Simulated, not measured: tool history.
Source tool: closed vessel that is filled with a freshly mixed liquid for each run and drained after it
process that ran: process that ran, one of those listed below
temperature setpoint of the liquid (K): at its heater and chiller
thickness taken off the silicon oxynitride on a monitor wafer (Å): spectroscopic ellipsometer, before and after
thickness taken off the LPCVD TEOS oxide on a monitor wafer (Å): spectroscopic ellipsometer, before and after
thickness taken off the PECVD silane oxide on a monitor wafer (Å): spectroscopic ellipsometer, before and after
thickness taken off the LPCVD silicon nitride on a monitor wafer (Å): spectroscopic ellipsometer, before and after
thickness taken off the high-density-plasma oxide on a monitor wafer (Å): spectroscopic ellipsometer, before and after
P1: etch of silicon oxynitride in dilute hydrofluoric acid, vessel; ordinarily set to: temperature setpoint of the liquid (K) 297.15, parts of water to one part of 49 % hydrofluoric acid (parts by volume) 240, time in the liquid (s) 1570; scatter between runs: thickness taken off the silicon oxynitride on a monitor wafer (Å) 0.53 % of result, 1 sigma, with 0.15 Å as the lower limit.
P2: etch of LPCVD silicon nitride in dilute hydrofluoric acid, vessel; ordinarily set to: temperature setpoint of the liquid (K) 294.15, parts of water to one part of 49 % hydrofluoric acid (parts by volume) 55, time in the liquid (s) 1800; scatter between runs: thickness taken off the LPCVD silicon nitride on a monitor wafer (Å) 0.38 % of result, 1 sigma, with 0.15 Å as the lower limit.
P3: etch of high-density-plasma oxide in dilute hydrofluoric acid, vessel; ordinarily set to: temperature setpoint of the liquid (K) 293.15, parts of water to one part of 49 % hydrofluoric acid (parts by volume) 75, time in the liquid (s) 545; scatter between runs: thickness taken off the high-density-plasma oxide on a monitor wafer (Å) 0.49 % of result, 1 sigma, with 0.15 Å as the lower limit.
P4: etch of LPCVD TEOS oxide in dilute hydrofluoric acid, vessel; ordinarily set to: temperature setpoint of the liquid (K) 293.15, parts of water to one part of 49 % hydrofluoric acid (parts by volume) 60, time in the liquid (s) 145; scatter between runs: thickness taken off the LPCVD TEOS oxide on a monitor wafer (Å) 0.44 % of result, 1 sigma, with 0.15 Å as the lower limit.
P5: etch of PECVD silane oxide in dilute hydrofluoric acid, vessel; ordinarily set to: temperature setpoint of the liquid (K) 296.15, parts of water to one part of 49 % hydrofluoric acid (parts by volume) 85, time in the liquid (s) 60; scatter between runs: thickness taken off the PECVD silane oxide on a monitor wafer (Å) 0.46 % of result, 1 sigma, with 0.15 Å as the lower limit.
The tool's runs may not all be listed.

run	hour	process that ran	temperature setpoint of the liquid (K)	parts of water to one part of 49 % hydrofluoric acid (parts by volume)	time in the liquid (s)	hours since the thermometer was replaced	hours since the hydrofluoric acid flow meter was replaced	thickness taken off the silicon oxynitride on a monitor wafer (Å)	thickness taken off the LPCVD TEOS oxide on a monitor wafer (Å)	thickness taken off the PECVD silane oxide on a monitor wafer (Å)	thickness taken off the LPCVD silicon nitride on a monitor wafer (Å)	thickness taken off the high-density-plasma oxide on a monitor wafer (Å)
1	4.5	P1	297.15	240	1570	272.4	184.2	202.040				
2	11.4	P1	290.15	240	1570	279.3	191.1	146.540				
3	18.4	P1	297.15	240	2605	286.3	198.1	335.930				
4	24.4	P1	297.15	400	1570	292.3	204.1	108.820				
5	30.2	P4	293.15	60	145	298.1	209.9		371.38			
6	34.3	P1	297.15	240	1570	302.2	214.0	201.750				
7	40.7	P5	296.15	85	60	308.6	220.4			179.74		
8	44.6	P2	302.15	55	1800	312.5	224.3				227.190	
9	49.9	P2	294.15	90	1800	317.8	229.6				82.182	
10	55.1	P4	293.15	100	145	323.0	234.8		212.19			
11	58.9	P1	297.15	135	1570	326.8	238.6	391.440				
12	64.1	P5	296.15	85	95	332.0	243.8			283.53		
13	69.8	P3	293.15	20	545	337.7	249.5					1903.300
14	73.5	P4	300.15	60	145	341.4	253.2		495.13			
15	76.6	P2	294.15	55	1800	344.5	256.3				132.700	
16	83.1	P2	294.15	55	2890	351.0	262.8				213.820	
17	88.9	P3	296.65	75	545	356.8	268.6					548.070
18	92.7	P4	293.15	60	60	360.6	272.4		153.76			
19	98.1	P3	293.15	75	545	366.0	277.8					477.390
20	101.8	P1	297.15	240	30	369.7	281.5	3.937				
21	106.9	P3	293.15	75	45	374.8	286.6					39.389
22	112.6	P1	297.15	240	1570	380.5	292.3	202.630				
23	116.5	P1	301.15	390	1570	384.4	296.2	131.940				
24	120.1	P1	305.65	240	1570	388.0	299.8	290.120				
25	125.4	P5	296.15	45	60	393.3	305.1			356.41		
26	128.6	P2	294.15	55	1800	396.5	308.3				133.170	

What does the tool deliver on the next run?
27	133.9	P1	297.15	240	1570	401.8	313.6	?				

For run 27 the tool returned thickness taken off the silicon oxynitride on a monitor wafer (Å) 199.490.

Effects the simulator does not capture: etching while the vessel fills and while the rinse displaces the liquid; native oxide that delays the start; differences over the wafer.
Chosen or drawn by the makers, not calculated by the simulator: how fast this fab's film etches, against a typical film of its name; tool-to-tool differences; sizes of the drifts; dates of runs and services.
